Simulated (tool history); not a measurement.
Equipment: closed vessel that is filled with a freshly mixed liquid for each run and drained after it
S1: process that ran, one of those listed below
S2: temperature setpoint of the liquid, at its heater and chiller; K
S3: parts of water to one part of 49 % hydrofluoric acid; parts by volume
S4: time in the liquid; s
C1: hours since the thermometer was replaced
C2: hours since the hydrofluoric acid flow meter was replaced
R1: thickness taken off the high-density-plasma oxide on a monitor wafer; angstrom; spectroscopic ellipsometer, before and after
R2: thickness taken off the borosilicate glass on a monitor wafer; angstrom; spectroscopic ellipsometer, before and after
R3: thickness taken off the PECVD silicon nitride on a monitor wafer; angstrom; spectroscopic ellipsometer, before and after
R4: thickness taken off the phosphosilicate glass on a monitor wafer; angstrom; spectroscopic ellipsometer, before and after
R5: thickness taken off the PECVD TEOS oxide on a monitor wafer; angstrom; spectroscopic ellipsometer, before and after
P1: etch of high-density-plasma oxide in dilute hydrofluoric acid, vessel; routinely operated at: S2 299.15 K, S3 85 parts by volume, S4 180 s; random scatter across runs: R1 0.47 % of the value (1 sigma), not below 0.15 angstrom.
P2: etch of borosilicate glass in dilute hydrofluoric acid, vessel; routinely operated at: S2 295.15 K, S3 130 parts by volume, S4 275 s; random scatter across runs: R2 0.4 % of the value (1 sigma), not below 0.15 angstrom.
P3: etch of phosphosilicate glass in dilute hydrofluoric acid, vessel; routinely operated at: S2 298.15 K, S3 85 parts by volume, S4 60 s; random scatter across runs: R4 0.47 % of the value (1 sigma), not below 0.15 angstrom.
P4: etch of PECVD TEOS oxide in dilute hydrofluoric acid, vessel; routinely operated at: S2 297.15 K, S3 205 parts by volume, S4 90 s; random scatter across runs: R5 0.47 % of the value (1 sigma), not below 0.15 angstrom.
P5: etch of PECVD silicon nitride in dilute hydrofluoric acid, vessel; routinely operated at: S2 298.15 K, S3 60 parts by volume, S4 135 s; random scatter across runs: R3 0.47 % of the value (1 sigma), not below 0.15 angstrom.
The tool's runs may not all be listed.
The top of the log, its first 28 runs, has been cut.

| run | hour | S1 | S2 | S3 | S4 | C1 | C2 | R1 | R2 | R3 | R4 | R5 |
|---|---|---|---|---|---|---|---|---|---|---|---|---|
| 29 | 146.7 | P2 | 295.15 | 130 | 275 | 1669.6 | 1081.2 |  | 527.34 |  |  |  |
| 30 | 151.4 | P5 | 298.15 | 60 | 135 | 1674.3 | 1085.9 |  |  | 43.63 |  |  |
| 31 | 155.1 | P1 | 305.15 | 85 | 30 | 1678 | 1089.6 | 27.964 |  |  |  |  |
| 32 | 160.5 | P1 | 299.15 | 85 | 180 | 1683.4 | 1095 | 133.64 |  |  |  |  |
| 33 | 166.5 | P1 | 299.15 | 85 | 180 | 1689.4 | 1101 | 127.54 |  |  |  |  |
| 34 | 169.9 | P1 | 299.15 | 85 | 180 | 1692.8 | 1104.4 | 127.16 |  |  |  |  |
| 35 | 174.4 | P1 | 299.15 | 85 | 180 | 1697.3 | 1108.9 | 124.5 |  |  |  |  |
| 36 | 180.8 | P1 | 299.15 | 85 | 180 | 1703.7 | 1115.3 | 124.02 |  |  |  |  |

What will run 37 give?
| 37 | 186.1 | P1 | 299.15 | 85 | 180 | 1709 | 1120.6 | ? |  |  |  |  |

R1: 122.95 angstrom
